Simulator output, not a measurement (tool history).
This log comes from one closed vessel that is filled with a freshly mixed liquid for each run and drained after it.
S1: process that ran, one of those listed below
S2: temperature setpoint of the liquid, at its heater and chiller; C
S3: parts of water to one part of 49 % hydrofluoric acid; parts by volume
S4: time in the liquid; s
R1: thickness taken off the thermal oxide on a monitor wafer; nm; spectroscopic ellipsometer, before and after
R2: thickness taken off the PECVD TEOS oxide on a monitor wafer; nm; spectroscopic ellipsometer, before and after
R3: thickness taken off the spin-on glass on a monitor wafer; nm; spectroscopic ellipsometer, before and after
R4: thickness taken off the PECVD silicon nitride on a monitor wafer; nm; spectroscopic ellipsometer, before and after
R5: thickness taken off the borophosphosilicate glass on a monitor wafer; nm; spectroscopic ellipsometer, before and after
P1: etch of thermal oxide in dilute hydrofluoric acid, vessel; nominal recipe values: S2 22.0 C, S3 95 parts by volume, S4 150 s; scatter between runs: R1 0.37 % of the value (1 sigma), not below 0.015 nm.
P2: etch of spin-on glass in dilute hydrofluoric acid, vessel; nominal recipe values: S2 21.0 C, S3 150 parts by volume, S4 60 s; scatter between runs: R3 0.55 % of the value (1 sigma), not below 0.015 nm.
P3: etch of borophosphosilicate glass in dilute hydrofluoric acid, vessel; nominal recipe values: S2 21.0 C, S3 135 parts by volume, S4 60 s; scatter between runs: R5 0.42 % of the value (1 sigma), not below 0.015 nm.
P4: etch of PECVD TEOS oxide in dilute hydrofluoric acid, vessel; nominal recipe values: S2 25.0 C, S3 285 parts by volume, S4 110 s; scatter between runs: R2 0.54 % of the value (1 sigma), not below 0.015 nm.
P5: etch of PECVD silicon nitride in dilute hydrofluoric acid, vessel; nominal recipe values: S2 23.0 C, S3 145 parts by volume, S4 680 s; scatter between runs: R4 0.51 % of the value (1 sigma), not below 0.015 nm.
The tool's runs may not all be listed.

run 1 hour=7.4 | S1=P1 S2=22.0 S3=95 S4=150 | R1=6.6812
run 2 hour=15.0 | S1=P1 S2=17.0 S3=35 S4=150 | R1=15.6040
run 3 hour=21.9 | S1=P1 S2=22.0 S3=95 S4=150 | R1=6.5912
run 4 hour=29.2 | S1=P1 S2=22.0 S3=150 S4=150 | R1=3.9562
run 5 hour=36.1 | S1=P4 S2=18.0 S3=285 S4=110 | R2=7.2721
run 6 hour=42.1 | S1=P1 S2=22.0 S3=95 S4=150 | R1=6.6535
run 7 hour=47.2 | S1=P4 S2=25.0 S3=285 S4=210 | R2=17.9410
run 8 hour=56.0 | S1=P4 S2=25.0 S3=285 S4=110 | R2=9.4214
run 9 hour=63.6 | S1=P4 S2=25.0 S3=185 S4=110 | R2=15.9370
run 10 hour=69.5 | S1=P2 S2=17.0 S3=150 S4=60 | R3=7.2939
-- hour=73.9 hydrofluoric acid flow meter replaced
run 11 hour=74.3 | S1=P1 S2=22.0 S3=95 S4=270 | R1=12.0120
run 12 hour=79.2 | S1=P1 S2=22.0 S3=95 S4=150 | R1=6.6529
run 13 hour=86.6 | S1=P1 S2=22.0 S3=95 S4=150 | R1=6.7143
run 14 hour=93.0 | S1=P5 S2=23.0 S3=145 S4=1155 | R4=29.643
run 15 hour=98.5 | S1=P1 S2=17.0 S3=95 S4=150 | R1=5.3918
run 16 hour=105.0 | S1=P3 S2=21.0 S3=25 S4=60 | R5=190.400
run 17 hour=109.9 | S1=P2 S2=21.0 S3=150 S4=60 | R3=8.7554
run 18 hour=118.8 | S1=P2 S2=21.0 S3=150 S4=60 | R3=8.6475
run 19 hour=124.7 | S1=P3 S2=21.0 S3=135 S4=105 | R5=53.605
run 20 hour=133.1 | S1=P1 S2=22.0 S3=95 S4=65 | R1=2.8692
run 21 hour=140.9 | S1=P1 S2=22.0 S3=35 S4=150 | R1=19.4000
run 22 hour=146.3 | S1=P2 S2=21.0 S3=150 S4=110 | R3=15.9240
run 23 hour=153.3 | S1=P3 S2=21.0 S3=135 S4=60 | R5=30.894
run 24 hour=158.7 | S1=P1 S2=22.0 S3=95 S4=150 | R1=6.6407
run 25 hour=167.5 | S1=P5 S2=23.0 S3=145 S4=680 | R4=17.260
run 26 hour=172.4 | S1=P2 S2=21.0 S3=255 S4=60 | R3=4.6362
run 27 hour=179.3 | S1=P5 S2=27.0 S3=145 S4=680 | R4=22.587
run 28 hour=183.5 | S1=P5 S2=23.0 S3=55 S4=680 | R4=45.209
run 29 hour=189.1 | S1=P1 S2=26.5 S3=95 S4=150 | R1=7.9271
run 30 hour=197.0 | S1=P3 S2=28.0 S3=135 S4=60 | R5=40.273
run 31 hour=203.2 | S1=P4 S2=25.0 S3=285 S4=110 | R2=9.3353
run 32 hour=208.6 | S1=P1 S2=22.0 S3=95 S4=150 | R1=6.6103
run 33 hour=216.7 | S1=P1 S2=22.0 S3=95 S4=150 | R1=6.8654
run 34 hour=224.1 | S1=P1 S2=22.0 S3=95 S4=150 | R1=6.9296
run 35 hour=232.3 | S1=P1 S2=22.0 S3=95 S4=150 | R1=7.0027
run 36 hour=238.8 | S1=P1 S2=22.0 S3=95 S4=150 | R1=7.0507
run 37 hour=245.3 | S1=P1 S2=22.0 S3=95 S4=150 | R1=6.9571
run 38 hour=252.6 | S1=P1 S2=22.0 S3=95 S4=150 | R1=7.0474
run 39 hour=259.1 | S1=P1 S2=22.0 S3=95 S4=150 | R1=7.0508
run 40 hour=263.3 | S1=P1 S2=22.0 S3=95 S4=150 | R1=7.0065

What P1 gives has crept away from where it was. These 2 causes fit the log equally well, each at the size given:
A: hydrofluoric acid flow above the setpoint (%) = 5.28
B: liquid hotter than its thermometer reads (K) = 1.43
At approximately hour 208.6, the process output began to creep.

Below are 4 check runs, each on a single wafer, with their results shown as question marks. Which of them would tell the listed causes apart, meaning the causes would give clearly different results under it?
run check 1 hour=267.5 | S1=P2 S2=17.0 S3=150 S4=90 | R3=?
run check 2 hour=267.5 | S1=P4 S2=18.0 S3=285 S4=200 | R2=?
run check 3 hour=267.5 | S1=P3 S2=26.0 S3=70 S4=60 | R5=?
run check 4 hour=267.5 | S1=P5 S2=23.0 S3=145 S4=1035 | R4=?

Predicted outcomes, by check and by cause:
check=check_1 result=R3 if_A=11.7850 if_B=11.7780
check=check_2 result=R2 if_A=14.1050 if_B=13.9590
check=check_3 result=R5 if_A=82.840 if_B=82.875
check=check_4 result=R4 if_A=27.806 if_B=28.998
Per check, the gap between the least separated pair of causes, taken in the result that splits them most: check 1 0.06 %; check 2 1.04 %; check 3 0.04 %; check 4 4.2 %
Check 4 distinguishes between the causes, while the remaining checks would return nearly the same result for all of them.

Check 4 has now been run. It gave: R4 29.140 nm. Which of the candidate causes is it?

The correct cause is B, namely: liquid hotter than its thermometer reads (K).
